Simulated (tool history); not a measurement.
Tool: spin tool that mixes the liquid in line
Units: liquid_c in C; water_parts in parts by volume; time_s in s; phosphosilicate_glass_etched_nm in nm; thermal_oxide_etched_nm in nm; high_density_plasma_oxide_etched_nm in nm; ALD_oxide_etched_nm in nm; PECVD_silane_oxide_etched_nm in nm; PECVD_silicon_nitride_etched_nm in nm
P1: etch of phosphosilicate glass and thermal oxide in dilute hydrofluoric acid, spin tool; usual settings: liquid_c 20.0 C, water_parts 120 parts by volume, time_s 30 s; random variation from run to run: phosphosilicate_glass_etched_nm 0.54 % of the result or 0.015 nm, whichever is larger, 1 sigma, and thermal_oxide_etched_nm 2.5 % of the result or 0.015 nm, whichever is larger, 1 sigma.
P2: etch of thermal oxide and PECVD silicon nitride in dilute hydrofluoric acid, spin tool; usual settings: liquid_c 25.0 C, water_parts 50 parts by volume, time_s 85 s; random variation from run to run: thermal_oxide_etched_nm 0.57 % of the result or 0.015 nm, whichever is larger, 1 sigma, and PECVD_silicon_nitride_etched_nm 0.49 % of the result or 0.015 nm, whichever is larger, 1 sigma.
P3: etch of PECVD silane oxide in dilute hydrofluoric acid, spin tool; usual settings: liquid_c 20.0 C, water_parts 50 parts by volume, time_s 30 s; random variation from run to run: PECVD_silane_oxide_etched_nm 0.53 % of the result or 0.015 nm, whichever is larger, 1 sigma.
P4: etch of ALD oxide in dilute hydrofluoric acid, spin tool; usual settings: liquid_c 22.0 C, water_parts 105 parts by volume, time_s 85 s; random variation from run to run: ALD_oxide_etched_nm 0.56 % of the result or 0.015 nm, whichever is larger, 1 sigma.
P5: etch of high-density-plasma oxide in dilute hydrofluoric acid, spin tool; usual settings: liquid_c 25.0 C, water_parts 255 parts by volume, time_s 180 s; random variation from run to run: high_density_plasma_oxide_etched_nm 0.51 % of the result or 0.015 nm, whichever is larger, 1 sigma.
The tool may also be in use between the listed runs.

run	hour	process	liquid_c	water_parts	time_s	hours since the thermometer was replaced	hours since the hydrofluoric acid flow meter was replaced	phosphosilicate_glass_etched_nm	thermal_oxide_etched_nm	high_density_plasma_oxide_etched_nm	ALD_oxide_etched_nm	PECVD_silane_oxide_etched_nm	PECVD_silicon_nitride_etched_nm
1	6.4	P1	20.0	120	30	435.4	353.6	26.389	1.01280				
2	11.7	P5	25.0	255	180	440.7	358.9			4.22250			
3	17.4	P1	20.0	120	30	446.4	364.6	26.248	1.04010				
4	24.8	P1	20.0	120	50	453.8	372.0	43.692	1.76800				
# hour 32.2: thermometer replaced
5	32.5	P1	20.0	120	30	0.4	379.7	26.277	1.05720				
6	39.7	P5	21.5	255	180	7.6	386.9			3.71030			
7	44.1	P4	22.0	105	85	12.0	391.3				18.588		
8	50.1	P4	22.0	105	85	18.0	397.3				18.517		
9	57.0	P1	20.0	120	30	24.9	404.2	26.192	0.97097				
10	64.4	P1	20.0	120	30	32.3	411.6	26.293	0.99525				
11	71.2	P3	20.0	20	30	39.1	418.4					48.614	
12	79.3	P4	22.0	105	130	47.2	426.5				28.183		
13	83.8	P4	17.0	105	85	51.7	431.0				15.108		
14	88.1	P2	25.0	50	35	56.0	435.3		3.74260				2.3783
15	92.9	P1	20.0	120	30	60.8	440.1	26.019	1.08420				
16	97.8	P2	25.0	50	85	65.7	445.0		9.23120				5.6602
17	103.5	P5	25.0	255	15	71.4	450.7			0.33359			
18	110.9	P1	17.0	120	30	78.8	458.1	23.028	0.87727				
19	115.9	P2	31.0	50	85	83.8	463.1		11.80000				8.4658
20	120.0	P3	20.0	50	30	87.9	467.2					18.998	
21	127.8	P1	28.5	120	30	95.7	475.0	36.472	1.39070				
22	134.4	P1	20.0	120	15	102.3	481.6	13.084	0.54668				
23	140.6	P1	20.0	120	30	108.5	487.8	26.351	1.05970				
24	148.8	P1	20.0	45	30	116.7	496.0	76.692	2.93330				
25	154.1	P2	25.0	90	85	122.0	501.3		4.79430				3.1626
26	162.1	P1	20.0	220	30	130.0	509.3	13.019	0.49054				
27	170.2	P5	25.0	135	180	138.1	517.4			9.09550			
28	177.5	P1	17.0	120	60	145.4	524.7	46.229	1.79620				
29	181.7	P4	22.0	140	85	149.6	528.9				13.300		
30	189.4	P3	20.0	50	55	157.3	536.6					34.413	
31	193.6	P1	27.5	120	15	161.5	540.8	17.649	0.68321				
32	199.4	P3	27.0	50	30	167.3	546.6					25.033	
33	207.2	P3	20.0	50	30	175.1	554.4					18.776	
34	211.4	P1	20.0	120	30	179.3	558.6	26.381	1.02240				
35	215.7	P1	20.0	120	30	183.6	562.9	25.712	1.01780				
36	223.7	P1	20.0	120	30	191.6	570.9	25.072	0.99949				
37	231.5	P1	20.0	120	30	199.4	578.7	24.877	0.89222				
38	237.6	P1	20.0	120	30	205.5	584.8	24.570	0.96183				
39	243.4	P1	20.0	120	30	211.3	590.6	24.590	0.92490				
40	247.9	P1	20.0	120	30	215.8	595.1	24.484	0.98471				
41	255.5	P1	20.0	120	30	223.4	602.7	24.513	0.99493				
42	259.2	P1	20.0	120	30	227.1	606.4	24.343	0.98044				
43	263.3	P1	20.0	120	30	231.2	610.5	24.384	0.93527				
44	269.4	P1	20.0	120	30	237.3	616.6	24.258	0.94623				
45	273.6	P1	20.0	120	30	241.5	620.8	24.432	0.95879				

What P1 gives has crept away from where it was. These 2 causes fit the log equally well, each at the size given:
A: hydrofluoric acid flow below the setpoint (%) = 6.5
B: liquid colder than its thermometer reads (K) = 1.87
The creep began at about hour 211.4.

4 check runs are offered, one wafer each, their results left as question marks. Which one tells the causes apart?
check 1	277.8	P5	25.0	145	180					?			
check 2	277.8	P3	25.0	50	30							?	
check 3	277.8	P2	29.0	50	85				?				?
check 4	277.8	P4	18.0	105	85						?		

What each check would give under each cause:
check	result	if A	if B
check 1	high_density_plasma_oxide_etched_nm	7.70010	7.75650
check 2	PECVD_silane_oxide_etched_nm	21.576	21.470
check 3	thermal_oxide_etched_nm	10.10400	10.08400
check 3	PECVD_silicon_nitride_etched_nm	6.9356	6.5588
check 4	ALD_oxide_etched_nm	14.576	14.522
How far apart the two closest causes lie, in the result that separates them most: check 1 0.73 %; check 2 0.49 %; check 3 5.59 %; check 4 0.37 %
Only check 3 tells the causes apart: in the others they would give nearly the same result.

Then check 3 was run and gave: thermal_oxide_etched_nm 10.20900 nm; PECVD_silicon_nitride_etched_nm 6.9194 nm. Which cause is it?

It is A: hydrofluoric acid flow below the setpoint (%).
